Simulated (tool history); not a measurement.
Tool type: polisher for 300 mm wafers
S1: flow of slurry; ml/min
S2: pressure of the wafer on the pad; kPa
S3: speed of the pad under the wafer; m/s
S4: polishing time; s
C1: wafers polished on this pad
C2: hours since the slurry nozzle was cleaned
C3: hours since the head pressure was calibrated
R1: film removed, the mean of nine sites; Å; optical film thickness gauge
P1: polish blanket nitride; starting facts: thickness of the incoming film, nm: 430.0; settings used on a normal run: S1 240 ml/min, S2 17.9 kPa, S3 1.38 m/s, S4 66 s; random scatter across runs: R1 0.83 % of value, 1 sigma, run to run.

run   hour   S1    S2    S3   S4    C1     C2     C3      R1
  1    4.2  240  17.9  1.38   66   152  319.4  229.9  1136.9
       7.8  -- slurry nozzle cleaned
  2    9.4  240  17.9  1.38   66   199    1.6  235.1  1135.1
  3     12  240  17.9  1.38   66   223    4.2  237.7  1145.3
  4   16.3  145  17.9  1.38   66   263    8.5    242  1047.1
  5   19.1  240  17.9  1.38   66   289   11.3  244.8  1153.8
  6   23.4  240  17.9  0.64   66   328   15.6  249.1  607.92
  7   26.1  240  17.9  2.06   66   353   18.3  251.8  1550.6
  8   30.1  145   8.3  1.38   66   390   22.3  255.8  488.09
  9   34.2  240  17.9  1.38   34   427   26.4  259.9  585.01
 10   39.2  365  17.9   1.8   66   473   31.4  264.9  1463.6
 11   44.2  240  17.9  1.38   66   519   36.4  269.9  1142.4
 12   48.8  240  26.9  1.38   66   562     41  274.5  1706.1
 13   51.6  240  17.9  1.38  104   587   43.8  277.3  1780.1
 14   54.7  240  10.3  1.38   66   616   46.9  280.4  654.78
 15   59.5  340  17.9  1.38   66   660   51.7  285.2  1166.5
 16   62.6  240  17.9  1.38   66   688   54.8  288.3  1128.8
 17   65.1  240  17.9  1.38   66   711   57.3  290.8  1128.5
 18   69.6  240  17.9  1.38   66   753   61.8  295.3  1118.4
 19   73.8  240  17.9  1.38   66   791     66  299.5  1113.8
 20   78.9  240  17.9  1.38   66   838   71.1  304.6  1095.6
 21   83.3  240  17.9  1.38   66   879   75.5    309  1100.8
 22   87.1  240  17.9  1.38   66   914   79.3  312.8  1086.6
      89.3  -- head pressure recalibrated
 23   90.2  240  17.9  1.38   66   942   82.4      1  1086.3
 24   94.8  240  17.9  1.38   66   984     87    5.6  1067.7
 25   97.1  240  17.9  1.38   66  1006   89.3    7.9    1087
 26  100.8  240  17.9  1.38   66  1040     93   11.6  1074.2

Run 27 comes next. What will it give?
 27  105.3  240  17.9  1.38  66  1081  97.5  16.1   ?

Run 27 measured R1 1075.8 Å.
